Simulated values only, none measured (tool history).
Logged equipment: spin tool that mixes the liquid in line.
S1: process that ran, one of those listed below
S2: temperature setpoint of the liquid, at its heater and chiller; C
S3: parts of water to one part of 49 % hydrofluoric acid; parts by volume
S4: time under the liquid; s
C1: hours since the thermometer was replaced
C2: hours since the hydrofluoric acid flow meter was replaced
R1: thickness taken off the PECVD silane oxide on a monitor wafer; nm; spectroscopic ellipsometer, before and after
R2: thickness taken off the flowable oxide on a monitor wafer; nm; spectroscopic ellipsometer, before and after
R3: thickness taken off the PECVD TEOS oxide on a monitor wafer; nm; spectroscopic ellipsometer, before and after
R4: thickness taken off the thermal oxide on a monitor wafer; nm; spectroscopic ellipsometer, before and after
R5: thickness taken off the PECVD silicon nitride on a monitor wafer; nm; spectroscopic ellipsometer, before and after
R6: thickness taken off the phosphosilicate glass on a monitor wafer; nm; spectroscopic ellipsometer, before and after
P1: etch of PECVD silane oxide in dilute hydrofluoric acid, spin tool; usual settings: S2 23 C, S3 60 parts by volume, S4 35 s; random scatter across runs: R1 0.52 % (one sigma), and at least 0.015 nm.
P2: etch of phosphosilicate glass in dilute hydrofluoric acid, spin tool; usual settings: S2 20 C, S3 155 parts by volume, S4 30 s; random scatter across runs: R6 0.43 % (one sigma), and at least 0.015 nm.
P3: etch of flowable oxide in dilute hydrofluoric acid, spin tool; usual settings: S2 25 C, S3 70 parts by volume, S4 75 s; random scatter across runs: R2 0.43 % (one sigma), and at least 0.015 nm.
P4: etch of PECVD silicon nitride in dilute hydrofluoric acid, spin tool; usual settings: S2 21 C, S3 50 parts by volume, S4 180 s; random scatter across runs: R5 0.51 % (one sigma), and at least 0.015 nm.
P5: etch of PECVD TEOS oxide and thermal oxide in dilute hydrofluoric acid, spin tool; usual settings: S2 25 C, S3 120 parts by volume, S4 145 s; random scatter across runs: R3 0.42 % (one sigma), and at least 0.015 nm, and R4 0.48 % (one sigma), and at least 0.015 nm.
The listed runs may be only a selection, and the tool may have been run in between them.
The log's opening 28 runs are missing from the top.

Run 29, hour 99.6: S1 P2, S2 28 C, S3 155 parts by volume, S4 30 s; C1 901.4; C2 44.8. Result: R6 33.257 nm.
Run 30, hour 101.8: S1 P1, S2 23 C, S3 60 parts by volume, S4 15 s; C1 903.6; C2 47. Result: R1 8.72 nm.
Run 31, hour 105.5: S1 P1, S2 23 C, S3 60 parts by volume, S4 35 s; C1 907.3; C2 50.7. Result: R1 20.191 nm.
Run 32, hour 110.3: S1 P1, S2 23 C, S3 60 parts by volume, S4 35 s; C1 912.1; C2 55.5. Result: R1 21.163 nm.
Run 33, hour 113.6: S1 P1, S2 23 C, S3 60 parts by volume, S4 35 s; C1 915.4; C2 58.8. Result: R1 21.553 nm.
Run 34, hour 116.2: S1 P1, S2 23 C, S3 60 parts by volume, S4 35 s; C1 918; C2 61.4. Result: R1 21.747 nm.
Run 35, hour 118.6: S1 P1, S2 23 C, S3 60 parts by volume, S4 35 s; C1 920.4; C2 63.8. Result: R1 21.742 nm.
Run 36, hour 120.9: S1 P1, S2 23 C, S3 60 parts by volume, S4 35 s; C1 922.7; C2 66.1. Result: R1 22.018 nm.
Run 37, hour 125.2: S1 P1, S2 23 C, S3 60 parts by volume, S4 35 s; C1 927; C2 70.4. Result: R1 22.25 nm.

For run 38, what comes out?
Run 38, hour 128.1: S1 P1, S2 23 C, S3 60 parts by volume, S4 35 s; C1 929.9; C2 73.3. Result: R1 ?.

{"run 38": {"R1": 22.156}}

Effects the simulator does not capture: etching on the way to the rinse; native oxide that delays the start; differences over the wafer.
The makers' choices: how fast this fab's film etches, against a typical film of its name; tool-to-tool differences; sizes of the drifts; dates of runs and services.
